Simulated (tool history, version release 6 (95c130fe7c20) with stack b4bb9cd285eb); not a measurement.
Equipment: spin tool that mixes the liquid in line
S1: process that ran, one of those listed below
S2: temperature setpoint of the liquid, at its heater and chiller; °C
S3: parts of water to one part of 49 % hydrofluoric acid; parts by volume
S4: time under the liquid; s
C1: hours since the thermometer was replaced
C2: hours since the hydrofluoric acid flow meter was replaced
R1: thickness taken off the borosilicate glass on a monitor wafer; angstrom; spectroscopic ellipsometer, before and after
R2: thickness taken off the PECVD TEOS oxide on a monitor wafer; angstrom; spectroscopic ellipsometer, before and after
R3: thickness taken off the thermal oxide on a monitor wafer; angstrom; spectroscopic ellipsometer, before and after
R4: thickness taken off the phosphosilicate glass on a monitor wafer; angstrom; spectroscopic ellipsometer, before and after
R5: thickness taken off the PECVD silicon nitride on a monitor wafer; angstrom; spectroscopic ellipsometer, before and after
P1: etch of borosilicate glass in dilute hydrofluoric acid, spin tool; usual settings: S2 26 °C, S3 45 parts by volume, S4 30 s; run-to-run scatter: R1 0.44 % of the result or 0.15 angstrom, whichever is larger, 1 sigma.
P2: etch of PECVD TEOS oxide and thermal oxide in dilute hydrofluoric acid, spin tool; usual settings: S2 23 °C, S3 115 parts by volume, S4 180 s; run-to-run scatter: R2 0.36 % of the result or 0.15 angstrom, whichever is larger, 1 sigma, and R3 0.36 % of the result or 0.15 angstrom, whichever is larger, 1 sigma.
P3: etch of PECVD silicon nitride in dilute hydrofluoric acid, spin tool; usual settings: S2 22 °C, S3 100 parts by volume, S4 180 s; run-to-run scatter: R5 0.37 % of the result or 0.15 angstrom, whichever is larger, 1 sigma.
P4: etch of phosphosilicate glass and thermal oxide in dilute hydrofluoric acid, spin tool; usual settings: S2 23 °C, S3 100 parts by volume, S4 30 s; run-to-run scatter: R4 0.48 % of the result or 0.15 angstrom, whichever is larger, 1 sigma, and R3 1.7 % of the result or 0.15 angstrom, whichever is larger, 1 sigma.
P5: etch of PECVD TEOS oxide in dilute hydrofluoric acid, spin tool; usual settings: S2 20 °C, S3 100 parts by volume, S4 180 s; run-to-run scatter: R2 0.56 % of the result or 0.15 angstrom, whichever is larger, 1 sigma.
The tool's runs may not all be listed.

| run | hour | S1 | S2 | S3 | S4 | C1 | C2 | R1 | R2 | R3 | R4 | R5 |
|---|---|---|---|---|---|---|---|---|---|---|---|---|
| 1 | 8 | P1 | 26 | 45 | 30 | 436.8 | 335.3 | 390.53 |  |  |  |  |
| 2 | 13.5 | P2 | 23 | 115 | 180 | 442.3 | 340.8 |  | 123.89 | 69.594 |  |  |
| 3 | 22.3 | P1 | 26 | 45 | 30 | 451.1 | 349.6 | 390.9 |  |  |  |  |
| 4 | 27.9 | P1 | 18.5 | 45 | 15 | 456.7 | 355.2 | 142.65 |  |  |  |  |
| 5 | 33.2 | P4 | 23 | 25 | 30 | 462 | 360.5 |  |  | 63.907 | 1049.4 |  |
| 6 | 41.7 | P3 | 22 | 155 | 180 | 470.5 | 369 |  |  |  |  | 57.185 |
| 7 | 47.6 | P1 | 26 | 45 | 30 | 476.4 | 374.9 | 389.19 |  |  |  |  |
| 8 | 52.2 | P3 | 17 | 100 | 180 | 481 | 379.5 |  |  |  |  | 62.674 |
| 9 | 58.6 | P2 | 23 | 115 | 180 | 487.4 | 385.9 |  | 124.5 | 68.961 |  |  |
| 10 | 62.6 | P5 | 20 | 100 | 180 | 491.4 | 389.9 |  | 128.55 |  |  |  |
| 11 | 68.7 | P5 | 20 | 100 | 15 | 497.5 | 396 |  | 11.045 |  |  |  |
| 12 | 72.7 | P1 | 26 | 45 | 30 | 501.5 | 400 | 392.36 |  |  |  |  |
| 13 | 77.9 | P2 | 29 | 115 | 180 | 506.7 | 405.2 |  | 157.62 | 87.705 |  |  |
| 14 | 82 | P5 | 20 | 100 | 180 | 510.8 | 409.3 |  | 129.45 |  |  |  |
| 15 | 88.9 | P4 | 23 | 100 | 30 | 517.7 | 416.2 |  |  | 14.349 | 240.86 |  |
| 16 | 92.7 | P3 | 22 | 100 | 340 | 521.5 | 420 |  |  |  |  | 167.7 |
| 17 | 96.7 | P5 | 20 | 170 | 180 | 525.5 | 424 |  | 69.704 |  |  |  |
| 18 | 104.6 | P2 | 23 | 160 | 180 | 533.4 | 431.9 |  | 84.663 | 47.441 |  |  |
| 19 | 109.2 | P1 | 26 | 60 | 30 | 538 | 436.5 | 287.88 |  |  |  |  |
| 20 | 116.3 | P1 | 32.5 | 45 | 50 | 545.1 | 443.6 | 848.77 |  |  |  |  |
| 21 | 120.5 | P1 | 32 | 45 | 30 | 549.3 | 447.8 | 496.01 |  |  |  |  |
| 22 | 128.8 | P1 | 21.5 | 45 | 30 | 557.6 | 456.1 | 324.82 |  |  |  |  |
| 23 | 133.2 | P4 | 27.5 | 100 | 30 | 562 | 460.5 |  |  | 17.416 | 289.51 |  |
| 24 | 140.5 | P1 | 26 | 45 | 30 | 569.3 | 467.8 | 388.52 |  |  |  |  |
| 25 | 146.9 | P4 | 23 | 100 | 60 | 575.7 | 474.2 |  |  | 29.304 | 482.53 |  |
| 26 | 151.5 | P2 | 23 | 115 | 300 | 580.3 | 478.8 |  | 206.25 | 115.77 |  |  |
| 27 | 155.4 | P1 | 26 | 45 | 15 | 584.2 | 482.7 | 195.82 |  |  |  |  |
| 28 | 163.8 | P3 | 22 | 100 | 180 | 592.6 | 491.1 |  |  |  |  | 88.526 |
| 29 | 168.4 | P1 | 33 | 70 | 30 | 597.2 | 495.7 | 318.05 |  |  |  |  |
| 30 | 175.4 | P1 | 26 | 20 | 30 | 604.2 | 502.7 | 912.08 |  |  |  |  |
| 31 | 180.1 | P5 | 26.5 | 100 | 180 | 608.9 | 507.4 |  | 166.5 |  |  |  |
| 32 | 184.3 | P3 | 22 | 100 | 180 | 613.1 | 511.6 |  |  |  |  | 88.229 |
| 33 | 189.4 | P1 | 26 | 45 | 30 | 618.2 | 516.7 | 388.69 |  |  |  |  |
| 34 | 195.5 | P1 | 26 | 45 | 50 | 624.3 | 522.8 | 645.77 |  |  |  |  |
| 35 | 201 | P1 | 26 | 45 | 30 | 629.8 | 528.3 | 390.76 |  |  |  |  |
| 36 | 208.2 | P1 | 26 | 45 | 30 | 637 | 535.5 | 405.01 |  |  |  |  |
| 37 | 213.3 | P1 | 26 | 45 | 30 | 642.1 | 540.6 | 408.96 |  |  |  |  |
| 38 | 217.3 | P1 | 26 | 45 | 30 | 646.1 | 544.6 | 413.06 |  |  |  |  |
| 39 | 224.1 | P1 | 26 | 45 | 30 | 652.9 | 551.4 | 418.21 |  |  |  |  |
| 40 | 229.2 | P1 | 26 | 45 | 30 | 658 | 556.5 | 418.06 |  |  |  |  |
| 41 | 233.7 | P1 | 26 | 45 | 30 | 662.5 | 561 | 422.61 |  |  |  |  |
| 42 | 237.7 | P1 | 26 | 45 | 30 | 666.5 | 565 | 420.71 |  |  |  |  |
| 43 | 243 | P1 | 26 | 45 | 30 | 671.8 | 570.3 | 424.98 |  |  |  |  |
| 44 | 251.7 | P1 | 26 | 45 | 30 | 680.5 | 579 | 420.39 |  |  |  |  |
| 45 | 260.4 | P1 | 26 | 45 | 30 | 689.2 | 587.7 | 421.02 |  |  |  |  |

The log shows P1 creeping away from where it was. Any of the 2 causes listed here, at the size stated for it, fits the log just as well as the others:
A: hydrofluoric acid flow above the setpoint (%) = 7.9
B: liquid hotter than its thermometer reads (K) = 2
The gradual shift began around hour 201.

4 check runs are offered, one wafer each, their results left as question marks. Which one tells the causes apart?
| check 1 | 269.1 | P3 | 22 | 100 | 180 |  |  |  |  |  |  | ? |
| check 2 | 269.1 | P2 | 23 | 115 | 180 |  |  |  | ? | ? |  |  |
| check 3 | 269.1 | P5 | 20 | 100 | 180 |  |  |  | ? |  |  |  |
| check 4 | 269.1 | P4 | 23 | 100 | 30 |  |  |  |  | ? | ? |  |

What each check would give under each cause:
| check | result | if A | if B |
|---|---|---|---|
| check 1 | R5 | 95.166 | 100.88 |
| check 2 | R2 | 135.66 | 134.63 |
| check 2 | R3 | 75.738 | 75.165 |
| check 3 | R2 | 139.91 | 139.52 |
| check 4 | R3 | 15.83 | 15.741 |
| check 4 | R4 | 262.15 | 260.68 |
Smallest distance between any two causes, each pair judged by its most separating result, in per cent: check 1 5.83 %; check 2 0.76 %; check 3 0.28 %; check 4 0.56 %
Only in check 1 would the causes give clearly different results; in the remaining checks their results would be nearly the same.

Check 1 has now been run. It gave: R5 100.89 angstrom. Which of the candidate causes is it?

It was cause B: liquid hotter than its thermometer reads (K).
